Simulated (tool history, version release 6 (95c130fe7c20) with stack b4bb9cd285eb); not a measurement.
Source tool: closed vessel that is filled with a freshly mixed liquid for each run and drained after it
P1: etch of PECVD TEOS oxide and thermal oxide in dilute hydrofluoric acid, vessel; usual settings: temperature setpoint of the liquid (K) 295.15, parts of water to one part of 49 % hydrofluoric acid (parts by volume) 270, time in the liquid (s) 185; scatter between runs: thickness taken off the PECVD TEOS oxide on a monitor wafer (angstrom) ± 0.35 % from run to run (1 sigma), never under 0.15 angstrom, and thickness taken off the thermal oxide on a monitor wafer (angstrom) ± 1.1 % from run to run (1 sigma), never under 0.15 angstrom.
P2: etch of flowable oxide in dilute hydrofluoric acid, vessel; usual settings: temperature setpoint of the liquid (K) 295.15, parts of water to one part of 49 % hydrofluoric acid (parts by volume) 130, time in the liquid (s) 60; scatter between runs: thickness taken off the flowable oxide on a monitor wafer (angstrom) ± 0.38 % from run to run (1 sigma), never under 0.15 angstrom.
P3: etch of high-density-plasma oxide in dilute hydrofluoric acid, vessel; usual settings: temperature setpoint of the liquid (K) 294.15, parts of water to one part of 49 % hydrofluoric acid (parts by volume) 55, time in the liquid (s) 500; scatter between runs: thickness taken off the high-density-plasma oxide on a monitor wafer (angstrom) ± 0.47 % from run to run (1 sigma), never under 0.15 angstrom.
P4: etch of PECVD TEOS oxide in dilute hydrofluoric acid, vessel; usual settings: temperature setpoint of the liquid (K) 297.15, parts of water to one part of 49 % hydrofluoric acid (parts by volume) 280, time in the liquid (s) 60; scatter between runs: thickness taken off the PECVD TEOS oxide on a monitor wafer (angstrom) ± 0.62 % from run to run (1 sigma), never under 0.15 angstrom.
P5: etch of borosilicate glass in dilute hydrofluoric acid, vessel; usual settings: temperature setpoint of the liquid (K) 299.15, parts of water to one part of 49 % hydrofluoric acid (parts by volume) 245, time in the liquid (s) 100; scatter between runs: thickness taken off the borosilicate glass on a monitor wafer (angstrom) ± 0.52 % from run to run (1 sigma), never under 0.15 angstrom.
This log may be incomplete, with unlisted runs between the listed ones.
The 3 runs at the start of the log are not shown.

| run | hour | process that ran | temperature setpoint of the liquid (K) | parts of water to one part of 49 % hydrofluoric acid (parts by volume) | time in the liquid (s) | thickness taken off the PECVD TEOS oxide on a monitor wafer (angstrom) | thickness taken off the thermal oxide on a monitor wafer (angstrom) | thickness taken off the high-density-plasma oxide on a monitor wafer (angstrom) | thickness taken off the borosilicate glass on a monitor wafer (angstrom) | thickness taken off the flowable oxide on a monitor wafer (angstrom) |
|---|---|---|---|---|---|---|---|---|---|---|
| 4 | 19.9 | P1 | 302.65 | 270 | 185 | 96.728 | 30.5030 |  |  |  |
| 5 | 25.4 | P5 | 299.15 | 245 | 100 |  |  |  | 132.560 |  |
| 6 | 30.7 | P1 | 295.15 | 270 | 320 | 128.710 | 41.0710 |  |  |  |
| 7 | 36.4 | P1 | 295.15 | 385 | 185 | 46.466 | 14.9150 |  |  |  |
| 8 | 40.5 | P3 | 290.15 | 55 | 500 |  |  | 444.06 |  |  |
| 9 | 47.2 | P2 | 295.15 | 130 | 30 |  |  |  |  | 83.845 |
| 10 | 51.7 | P1 | 295.15 | 135 | 185 | 170.860 | 54.5660 |  |  |  |
| 11 | 55.0 | P1 | 298.65 | 270 | 110 | 49.919 | 15.8000 |  |  |  |
| 12 | 61.8 | P5 | 299.15 | 245 | 100 |  |  |  | 134.610 |  |
| 13 | 69.1 | P2 | 295.15 | 205 | 60 |  |  |  |  | 99.125 |
| 14 | 74.9 | P2 | 295.15 | 130 | 60 |  |  |  |  | 168.140 |
| 15 | 80.5 | P2 | 295.15 | 130 | 60 |  |  |  |  | 168.940 |
| 16 | 87.4 | P1 | 295.15 | 270 | 185 | 74.679 | 23.6960 |  |  |  |
| 17 | 94.7 | P5 | 299.15 | 375 | 100 |  |  |  | 76.767 |  |
| 18 | 99.2 | P3 | 294.15 | 55 | 95 |  |  | 99.59 |  |  |
| 19 | 105.4 | P3 | 294.15 | 20 | 500 |  |  | 1496.00 |  |  |
| 20 | 111.7 | P3 | 294.15 | 55 | 500 |  |  | 526.05 |  |  |
| 21 | 115.7 | P1 | 290.15 | 270 | 185 | 61.307 | 19.7210 |  |  |  |
| 22 | 119.8 | P5 | 299.15 | 245 | 30 |  |  |  | 39.935 |  |
| 23 | 124.6 | P4 | 297.15 | 280 | 60 | 48.656 |  |  |  |  |
| 24 | 129.1 | P4 | 290.15 | 280 | 60 | 37.558 |  |  |  |  |
| 25 | 134.2 | P1 | 295.15 | 270 | 185 | 74.635 | 23.9990 |  |  |  |
| 26 | 140.5 | P4 | 297.15 | 280 | 60 | 49.421 |  |  |  |  |
| 27 | 147.7 | P5 | 293.15 | 245 | 100 |  |  |  | 106.360 |  |
| 28 | 150.9 | P4 | 297.15 | 280 | 85 | 68.435 |  |  |  |  |

What does the tool deliver on the next run?
| 29 | 156.9 | P1 | 295.15 | 270 | 185 | ? | ? |  |  |  |

thickness taken off the PECVD TEOS oxide on a monitor wafer (angstrom): 74.387
thickness taken off the thermal oxide on a monitor wafer (angstrom): 23.9390

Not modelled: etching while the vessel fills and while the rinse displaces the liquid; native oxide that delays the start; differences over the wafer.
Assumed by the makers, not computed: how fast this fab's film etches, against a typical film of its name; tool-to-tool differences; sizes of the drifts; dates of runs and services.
